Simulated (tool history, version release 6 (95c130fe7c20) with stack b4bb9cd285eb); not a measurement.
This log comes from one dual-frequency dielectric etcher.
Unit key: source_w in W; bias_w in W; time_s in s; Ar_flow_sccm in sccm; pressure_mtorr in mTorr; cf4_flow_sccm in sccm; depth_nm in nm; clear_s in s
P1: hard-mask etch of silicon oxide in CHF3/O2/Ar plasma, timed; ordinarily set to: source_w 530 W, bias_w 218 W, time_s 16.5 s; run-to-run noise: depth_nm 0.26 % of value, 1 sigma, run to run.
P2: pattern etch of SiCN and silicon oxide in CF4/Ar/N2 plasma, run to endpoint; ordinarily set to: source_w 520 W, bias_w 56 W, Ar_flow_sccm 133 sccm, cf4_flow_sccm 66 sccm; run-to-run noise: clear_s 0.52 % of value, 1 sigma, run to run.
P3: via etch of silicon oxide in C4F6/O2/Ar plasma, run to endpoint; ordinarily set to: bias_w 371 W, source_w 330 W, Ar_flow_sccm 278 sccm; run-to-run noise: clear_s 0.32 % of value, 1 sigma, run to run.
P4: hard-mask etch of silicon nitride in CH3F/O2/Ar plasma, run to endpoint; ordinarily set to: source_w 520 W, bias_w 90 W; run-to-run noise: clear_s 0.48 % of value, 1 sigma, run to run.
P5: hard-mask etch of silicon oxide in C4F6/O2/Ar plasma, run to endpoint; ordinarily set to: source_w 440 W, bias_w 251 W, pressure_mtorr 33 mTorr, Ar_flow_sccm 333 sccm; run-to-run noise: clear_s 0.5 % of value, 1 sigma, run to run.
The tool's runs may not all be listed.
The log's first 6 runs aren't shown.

run,hour,process,source_w,bias_w,time_s,Ar_flow_sccm,pressure_mtorr,cf4_flow_sccm,depth_nm,clear_s
7,85.8,P2,520,56,,133,,66,,12.707
8,99.4,P1,530,267,16.5,,,,36.078,
9,112.1,P5,440,251,,333,33,,,71.192
10,128.3,P1,530,172,16.5,,,,30.973,
11,141.3,P5,280,251,,333,33,,,83.791
12,156.9,P2,710,56,,133,,66,,9.7608
13,168.9,P4,520,90,,,,,,41.734
14,179.1,P1,530,218,12.5,,,,25.483,
15,194.5,P3,330,261,,278,,,,53.938
16,207,P5,440,251,,333,41.5,,,72.886
17,225.4,P1,530,218,16.5,,,,33.622,
18,243.5,P2,520,56,,104,,66,,12.213
19,260.3,P1,400,218,11,,,,20.175,
20,276.9,P4,650,90,,,,,,38.537
21,292.3,P1,360,218,16.5,,,,29.157,
22,310.2,P3,330,371,,353,,,,49.083
23,320,P5,440,346,,333,33,,,63.39
24,330.2,P3,330,371,,278,,,,47.666

Run 25 has not been measured yet. What should we expect?
25,339.9,P5,440,251,,333,33,,,?

Logged for run 25: clear_s 70.746 s.

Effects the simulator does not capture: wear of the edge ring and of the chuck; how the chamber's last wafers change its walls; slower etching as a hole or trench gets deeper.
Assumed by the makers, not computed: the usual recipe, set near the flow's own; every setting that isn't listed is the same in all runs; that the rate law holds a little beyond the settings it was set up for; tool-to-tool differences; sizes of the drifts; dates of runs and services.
